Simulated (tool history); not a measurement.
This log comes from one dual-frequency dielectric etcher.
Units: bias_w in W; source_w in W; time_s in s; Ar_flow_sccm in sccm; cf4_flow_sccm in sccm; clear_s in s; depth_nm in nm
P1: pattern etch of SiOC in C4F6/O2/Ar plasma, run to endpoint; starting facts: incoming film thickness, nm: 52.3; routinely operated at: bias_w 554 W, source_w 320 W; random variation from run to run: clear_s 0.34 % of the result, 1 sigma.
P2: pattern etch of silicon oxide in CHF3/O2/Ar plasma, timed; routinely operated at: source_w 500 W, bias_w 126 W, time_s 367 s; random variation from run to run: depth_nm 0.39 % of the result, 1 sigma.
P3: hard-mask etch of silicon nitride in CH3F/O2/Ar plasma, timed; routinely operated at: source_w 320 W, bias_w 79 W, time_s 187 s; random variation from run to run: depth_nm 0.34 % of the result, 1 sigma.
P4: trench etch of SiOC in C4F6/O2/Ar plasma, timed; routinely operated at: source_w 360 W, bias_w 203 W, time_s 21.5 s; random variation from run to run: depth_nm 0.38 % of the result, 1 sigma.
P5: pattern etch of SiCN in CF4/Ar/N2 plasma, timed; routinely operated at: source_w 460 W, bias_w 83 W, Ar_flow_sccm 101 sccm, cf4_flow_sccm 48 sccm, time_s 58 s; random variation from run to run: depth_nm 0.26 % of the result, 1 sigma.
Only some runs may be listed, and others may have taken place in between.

| run | hour | process | bias_w | source_w | time_s | Ar_flow_sccm | cf4_flow_sccm | hours since the last wet clean | hours since the last bias power generator calibration | hours since the last source power generator calibration | clear_s | depth_nm |
|---|---|---|---|---|---|---|---|---|---|---|---|---|
| 1 | 9.2 | P1 | 554 | 320 |  |  |  | 325.7 | 931.3 | 800.6 | 18.335 |  |
| 2 | 14.3 | P3 | 79 | 400 | 187 |  |  | 330.8 | 936.4 | 805.7 |  | 136.79 |
| 3 | 19.3 | P3 | 79 | 320 | 280 |  |  | 335.8 | 941.4 | 810.7 |  | 189.07 |
| 4 | 24.3 | P5 | 83 | 460 | 58 | 101 | 48 | 340.8 | 946.4 | 815.7 |  | 51.432 |
| 5 | 33.2 | P1 | 554 | 320 |  |  |  | 349.7 | 955.3 | 824.6 | 18.342 |  |
| 6 | 42.4 | P1 | 554 | 320 |  |  |  | 358.9 | 964.5 | 833.8 | 18.318 |  |
| 7 | 51.7 | P4 | 203 | 360 | 21.5 |  |  | 368.2 | 973.8 | 843.1 |  | 45.485 |
| 8 | 56.4 | P5 | 83 | 460 | 58 | 101 | 48 | 372.9 | 978.5 | 847.8 |  | 51.287 |
| 9 | 63.3 | P5 | 83 | 270 | 58 | 101 | 48 | 379.8 | 985.4 | 854.7 |  | 32.42 |
|  | 67.4 | bias power generator calibrated |
| 10 | 68 | P4 | 203 | 220 | 21.5 |  |  | 384.5 | 0.7 | 859.4 |  | 37.864 |
| 11 | 75.7 | P1 | 554 | 320 |  |  |  | 392.2 | 8.4 | 867.1 | 18.172 |  |
| 12 | 82 | P2 | 126 | 500 | 256 |  |  | 398.5 | 14.7 | 873.4 |  | 428.08 |
| 13 | 90.2 | P1 | 554 | 320 |  |  |  | 406.7 | 22.9 | 881.6 | 18.278 |  |
| 14 | 98.1 | P5 | 83 | 460 | 58 | 65 | 48 | 414.6 | 30.8 | 889.5 |  | 55.29 |
| 15 | 106.8 | P1 | 746 | 250 |  |  |  | 423.3 | 39.5 | 898.2 | 17.726 |  |
| 16 | 112.4 | P3 | 79 | 320 | 187 |  |  | 428.9 | 45.1 | 903.8 |  | 126.11 |
| 17 | 119.9 | P4 | 203 | 360 | 12 |  |  | 436.4 | 52.6 | 911.3 |  | 25.398 |
| 18 | 128 | P5 | 50 | 460 | 58 | 101 | 48 | 444.5 | 60.7 | 919.4 |  | 42.87 |
| 19 | 135.7 | P3 | 54 | 320 | 187 |  |  | 452.2 | 68.4 | 927.1 |  | 110.31 |
| 20 | 143.4 | P1 | 678 | 320 |  |  |  | 459.9 | 76.1 | 934.8 | 16.832 |  |
| 21 | 152.6 | P5 | 83 | 460 | 86.5 | 101 | 48 | 469.1 | 85.3 | 944 |  | 76.762 |
| 22 | 161.9 | P1 | 554 | 430 |  |  |  | 478.4 | 94.6 | 953.3 | 16.37 |  |
| 23 | 167.2 | P4 | 256 | 360 | 21.5 |  |  | 483.7 | 99.9 | 958.6 |  | 49.379 |
| 24 | 176.4 | P2 | 92 | 500 | 367 |  |  | 492.9 | 109.1 | 967.8 |  | 561.85 |
| 25 | 181.8 | P1 | 391 | 320 |  |  |  | 498.3 | 114.5 | 973.2 | 20.879 |  |
| 26 | 190.6 | P5 | 83 | 460 | 58 | 101 | 31 | 507.1 | 123.3 | 982 |  | 48.202 |
| 27 | 197.9 | P1 | 770 | 410 |  |  |  | 514.4 | 130.6 | 989.3 | 14.551 |  |
| 28 | 204.3 | P1 | 554 | 260 |  |  |  | 520.8 | 137 | 995.7 | 19.662 |  |
| 29 | 212.2 | P2 | 126 | 500 | 367 |  |  | 528.7 | 144.9 | 1003.6 |  | 616.59 |
| 30 | 217.2 | P2 | 126 | 340 | 367 |  |  | 533.7 | 149.9 | 1008.6 |  | 526.7 |
| 31 | 224.9 | P1 | 554 | 320 |  |  |  | 541.4 | 157.6 | 1016.3 | 18.294 |  |
| 32 | 234.2 | P1 | 554 | 320 |  |  |  | 550.7 | 166.9 | 1025.6 | 18.098 |  |
| 33 | 241.4 | P1 | 554 | 320 |  |  |  | 557.9 | 174.1 | 1032.8 | 18.074 |  |
| 34 | 248.9 | P1 | 554 | 320 |  |  |  | 565.4 | 181.6 | 1040.3 | 18.087 |  |
| 35 | 254.4 | P1 | 554 | 320 |  |  |  | 570.9 | 187.1 | 1045.8 | 18.083 |  |
|  | 261.2 | wet clean of the chamber |
| 36 | 262.8 | P1 | 554 | 320 |  |  |  | 1.6 | 195.5 | 1054.2 | 17.931 |  |
| 37 | 267.4 | P1 | 554 | 320 |  |  |  | 6.2 | 200.1 | 1058.8 | 17.932 |  |
| 38 | 276.6 | P1 | 554 | 320 |  |  |  | 15.4 | 209.3 | 1068 | 17.983 |  |
| 39 | 281.3 | P1 | 554 | 320 |  |  |  | 20.1 | 214 | 1072.7 | 17.977 |  |
| 40 | 286.2 | P1 | 554 | 320 |  |  |  | 25 | 218.9 | 1077.6 | 17.898 |  |
| 41 | 292 | P1 | 554 | 320 |  |  |  | 30.8 | 224.7 | 1083.4 | 18.021 |  |

P1 has crept away from where it was. The log is fitted equally well by each of these 2 causes, at the sizes shown:
A: source power that arrives over what is set, % = 4.75
B: bias power that arrives over what is set, % = 4.52
At approximately hour 224.9, the process output began to creep.
Why every other cause is out:
chamber walls in a state that raises the etch rate, %: work on it at hour 261.2, done after the drift set in, did not restore what the process gave before

Listed below are the offered check runs, one wafer per run, with question marks in place of results. For which of them would the causes give clearly different outcomes?
| check 1 | 297.8 | P5 | 83 | 270 | 58 | 66 | 48 |  |  |  |  | ? |
| check 2 | 297.8 | P2 | 94 | 500 | 299.5 |  |  |  |  |  |  | ? |
| check 3 | 297.8 | P3 | 54 | 320 | 255.5 |  |  |  |  |  |  | ? |
| check 4 | 297.8 | P4 | 203 | 270 | 12.5 |  |  |  |  |  |  | ? |

Check results expected under each cause:
| check | result | if A | if B |
|---|---|---|---|
| check 1 | depth_nm | 35.876 | 35.018 |
| check 2 | depth_nm | 466.86 | 464.36 |
| check 3 | depth_nm | 153.87 | 153.35 |
| check 4 | depth_nm | 24.184 | 24.112 |
Distance between the nearest two causes, measured in the result of the check that separates them most: check 1 2.42 %; check 2 0.54 %; check 3 0.34 %; check 4 0.3 %
The other checks would show nearly matching results whichever cause is true, so check 1 is the only one that separates the causes.

After running check 1, the following was obtained: depth_nm 35.908 nm. Which cause does this point to?

It was cause A: source power that arrives over what is set, %.

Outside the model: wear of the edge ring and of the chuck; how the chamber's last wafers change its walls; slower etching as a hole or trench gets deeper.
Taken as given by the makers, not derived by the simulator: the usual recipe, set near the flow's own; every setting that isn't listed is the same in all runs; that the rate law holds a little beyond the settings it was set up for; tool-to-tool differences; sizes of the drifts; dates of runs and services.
